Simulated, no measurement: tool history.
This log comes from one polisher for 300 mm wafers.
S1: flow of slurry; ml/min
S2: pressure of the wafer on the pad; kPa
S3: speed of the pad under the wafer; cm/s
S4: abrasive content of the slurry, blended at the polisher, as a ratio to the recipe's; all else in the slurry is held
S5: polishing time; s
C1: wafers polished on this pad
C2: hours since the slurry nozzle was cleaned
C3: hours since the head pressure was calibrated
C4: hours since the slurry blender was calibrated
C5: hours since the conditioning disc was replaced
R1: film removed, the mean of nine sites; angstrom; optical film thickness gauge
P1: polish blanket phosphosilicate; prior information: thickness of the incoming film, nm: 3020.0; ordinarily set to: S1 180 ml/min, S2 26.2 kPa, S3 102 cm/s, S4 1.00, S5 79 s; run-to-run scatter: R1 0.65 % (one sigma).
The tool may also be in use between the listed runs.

run,day,S1,S2,S3,S4,S5,C1,C2,C3,C4,C5,R1
1,0.588,180,26.2,102,1.00,79,514,123.0,438.2,206.3,50.2,8712.3
2,0.888,180,39.3,102,1.00,79,565,130.2,445.4,213.5,57.4,12983.0
3,1.275,285,26.2,102,1.00,79,630,139.5,454.7,222.8,66.7,9156.9
4,1.762,180,26.2,102,1.00,79,713,151.2,466.4,234.5,78.4,8682.0
5,2.288,180,26.2,102,0.80,79,801,163.8,479.0,247.1,91.0,7818.3
6,2.629,180,26.2,102,1.00,79,859,172.0,487.2,255.3,99.2,8733.3
7,3.129,180,26.2,158,1.00,79,943,184.0,499.2,267.3,111.2,12373.0
8,3.550,180,26.2,102,1.50,79,1015,194.1,509.3,277.4,121.3,10263.0
9,4.158,180,26.2,102,1.00,36,1117,208.7,523.9,292.0,135.9,3954.3
# day 4.275: slurry nozzle cleaned
10,4.600,130,26.2,102,1.00,79,1192,7.8,534.5,302.6,146.5,8137.4
11,5.225,180,26.2,102,1.00,79,1298,22.8,549.5,317.6,161.5,8835.3
12,5.808,180,26.2,102,1.00,117,1396,36.8,563.5,331.6,175.5,12879.0
13,6.442,180,26.2,62,1.00,79,1503,52.0,578.7,346.8,190.7,5788.2
14,6.804,180,26.2,102,1.00,79,1564,60.7,587.4,355.5,199.4,8676.0
15,7.133,180,26.2,102,1.00,79,1620,68.6,595.3,363.4,207.3,8701.8
16,7.508,180,13.1,102,1.00,79,1683,77.6,604.3,372.4,216.3,4333.7
17,7.971,180,11.7,102,1.35,79,1761,88.7,615.4,383.5,227.4,4372.7
18,8.592,180,26.2,102,1.00,79,1866,103.6,630.3,398.4,242.3,8674.0
19,9.000,180,26.2,102,1.00,79,1935,113.4,640.1,408.2,252.1,8316.8

Estimate the outcome of run 20 from the log above:
20,9.346,180,26.2,102,1.00,79,1994,121.7,648.4,416.5,260.4,?

R1: 8261.0 angstrom

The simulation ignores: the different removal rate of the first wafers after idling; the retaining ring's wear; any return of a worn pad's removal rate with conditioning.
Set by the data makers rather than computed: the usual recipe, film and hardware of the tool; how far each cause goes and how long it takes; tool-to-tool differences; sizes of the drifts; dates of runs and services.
